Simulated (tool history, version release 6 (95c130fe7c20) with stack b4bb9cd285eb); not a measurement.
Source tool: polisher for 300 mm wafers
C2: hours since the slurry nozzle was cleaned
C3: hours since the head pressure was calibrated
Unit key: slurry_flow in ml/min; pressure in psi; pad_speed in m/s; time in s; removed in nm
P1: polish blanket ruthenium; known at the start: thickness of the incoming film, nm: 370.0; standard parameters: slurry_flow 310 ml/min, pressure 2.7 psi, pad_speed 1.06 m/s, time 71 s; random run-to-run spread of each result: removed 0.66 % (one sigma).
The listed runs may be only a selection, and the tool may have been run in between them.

Run 1, hour 15.5: slurry_flow 310 ml/min, pressure 2.7 psi, pad_speed 1.06 m/s, time 71 s; wafers polished on this pad 851; C2 289.7; C3 196.2. Result: removed 98.99 nm.
Run 2, hour 28.3: slurry_flow 310 ml/min, pressure 2.7 psi, pad_speed 1.06 m/s, time 71 s; wafers polished on this pad 994; C2 302.5; C3 209. Result: removed 98.632 nm.
Run 3, hour 36.1: slurry_flow 310 ml/min, pressure 1.3 psi, pad_speed 1.06 m/s, time 71 s; wafers polished on this pad 1081; C2 310.3; C3 216.8. Result: removed 47.403 nm.
Run 4, hour 49.2: slurry_flow 310 ml/min, pressure 2.7 psi, pad_speed 1.06 m/s, time 100 s; wafers polished on this pad 1226; C2 323.4; C3 229.9. Result: removed 138.66 nm.
Run 5, hour 57.7: slurry_flow 310 ml/min, pressure 2.7 psi, pad_speed 1.06 m/s, time 71 s; wafers polished on this pad 1321; C2 331.9; C3 238.4. Result: removed 99.861 nm.
Run 6, hour 71.8: slurry_flow 310 ml/min, pressure 2.7 psi, pad_speed 1.06 m/s, time 71 s; wafers polished on this pad 1478; C2 346; C3 252.5. Result: removed 99.459 nm.
Run 7, hour 79.2: slurry_flow 310 ml/min, pressure 2.7 psi, pad_speed 1.66 m/s, time 71 s; wafers polished on this pad 1560; C2 353.4; C3 259.9. Result: removed 155.22 nm.
Run 8, hour 92.7: slurry_flow 460 ml/min, pressure 2.7 psi, pad_speed 1.06 m/s, time 71 s; wafers polished on this pad 1711; C2 366.9; C3 273.4. Result: removed 103.39 nm.
Run 9, hour 105.1: slurry_flow 185 ml/min, pressure 2.7 psi, pad_speed 1.06 m/s, time 71 s; wafers polished on this pad 1849; C2 379.3; C3 285.8. Result: removed 94.431 nm.
Run 10, hour 118.4: slurry_flow 310 ml/min, pressure 2.7 psi, pad_speed 1.06 m/s, time 71 s; wafers polished on this pad 1997; C2 392.6; C3 299.1. Result: removed 98.824 nm.
Run 11, hour 127.8: slurry_flow 310 ml/min, pressure 3.3 psi, pad_speed 1.06 m/s, time 49 s; wafers polished on this pad 2101; C2 402; C3 308.5. Result: removed 83.355 nm.
Run 12, hour 141.3: slurry_flow 310 ml/min, pressure 2.7 psi, pad_speed 1.06 m/s, time 46 s; wafers polished on this pad 2251; C2 415.5; C3 322. Result: removed 64.084 nm.
Run 13, hour 154.7: slurry_flow 310 ml/min, pressure 2.7 psi, pad_speed 0.76 m/s, time 71 s; wafers polished on this pad 2401; C2 428.9; C3 335.4. Result: removed 70.617 nm.
Run 14, hour 169.8: slurry_flow 310 ml/min, pressure 3.8 psi, pad_speed 1.06 m/s, time 71 s; wafers polished on this pad 2569; C2 444; C3 350.5. Result: removed 140.02 nm.
Run 15, hour 184.2: slurry_flow 310 ml/min, pressure 2.7 psi, pad_speed 1.06 m/s, time 71 s; wafers polished on this pad 2729; C2 458.4; C3 364.9. Result: removed 98.748 nm.
Run 16, hour 194.4: slurry_flow 310 ml/min, pressure 2.7 psi, pad_speed 1.06 m/s, time 71 s; wafers polished on this pad 2842; C2 468.6; C3 375.1. Result: removed 98.499 nm.
Run 17, hour 210.2: slurry_flow 310 ml/min, pressure 2.7 psi, pad_speed 1.06 m/s, time 71 s; wafers polished on this pad 3018; C2 484.4; C3 390.9. Result: removed 98.405 nm.
Run 18, hour 220.8: slurry_flow 310 ml/min, pressure 2.7 psi, pad_speed 1.06 m/s, time 71 s; wafers polished on this pad 3136; C2 495; C3 401.5. Result: removed 97.496 nm.
Run 19, hour 234.9: slurry_flow 310 ml/min, pressure 2.7 psi, pad_speed 1.06 m/s, time 71 s; wafers polished on this pad 3293; C2 509.1; C3 415.6. Result: removed 96.452 nm.
Run 20, hour 245.7: slurry_flow 310 ml/min, pressure 2.7 psi, pad_speed 1.06 m/s, time 71 s; wafers polished on this pad 3413; C2 519.9; C3 426.4. Result: removed 95.651 nm.
At hour 245.8: worn pad replaced by a new one.
Run 21, hour 254.9: slurry_flow 310 ml/min, pressure 2.7 psi, pad_speed 1.06 m/s, time 71 s; wafers polished on this pad 101; C2 529.1; C3 435.6. Result: removed 95.018 nm.
Run 22, hour 264.3: slurry_flow 310 ml/min, pressure 2.7 psi, pad_speed 1.06 m/s, time 71 s; wafers polished on this pad 205; C2 538.5; C3 445. Result: removed 94.393 nm.
Run 23, hour 274.7: slurry_flow 310 ml/min, pressure 2.7 psi, pad_speed 1.06 m/s, time 71 s; wafers polished on this pad 321; C2 548.9; C3 455.4. Result: removed 96.238 nm.
Run 24, hour 288.4: slurry_flow 310 ml/min, pressure 2.7 psi, pad_speed 1.06 m/s, time 71 s; wafers polished on this pad 474; C2 562.6; C3 469.1. Result: removed 95.792 nm.

What P1 gives has crept off from where it sat before. The 2 causes that follow fit the log equally well, each at the size noted:
A: slurry flow missing at the pad, % = 31.4
B: head's pressure below its setpoint, % = 3.86
At approximately hour 194.4, the process output began to creep.
The rest of the possible causes, and what rules out each one:
removal rate lost through wear of the pad, %: its service at hour 245.8 followed the start of the drift and did not put the process back to its old value

The 4 check runs listed below each average the results of 5 wafers, and their outcomes are marked with question marks. Under which run would the listed causes produce clearly different results?
Run check 1, hour 302.1: slurry_flow 310 ml/min, pressure 3.6 psi, pad_speed 1.06 m/s, time 71 s. Result: removed ?.
Run check 2, hour 302.1: slurry_flow 310 ml/min, pressure 1.7 psi, pad_speed 1.06 m/s, time 71 s. Result: removed ?.
Run check 3, hour 302.1: slurry_flow 190 ml/min, pressure 3.7 psi, pad_speed 1.06 m/s, time 71 s. Result: removed ?.
Run check 4, hour 302.1: slurry_flow 310 ml/min, pressure 2.7 psi, pad_speed 1.62 m/s, time 71 s. Result: removed ?.

Outcome of each check run for each possible cause:
  check   result    if A    if B
check 1  removed   127.2  127.19
check 2  removed  60.065  60.064
check 3  removed  121.02  123.84
check 4  removed  145.79  145.79
Smallest distance between any two causes, each pair judged by its most separating result, in per cent: check 1 0 %; check 2 0 %; check 3 2.3 %; check 4 0 %
The other checks would show nearly matching results whichever cause is true, so check 3 is the only one that separates the causes.

After running check 3, the following was obtained: removed 121.26 nm. Which cause does this point to?

It is A: slurry flow missing at the pad, %.
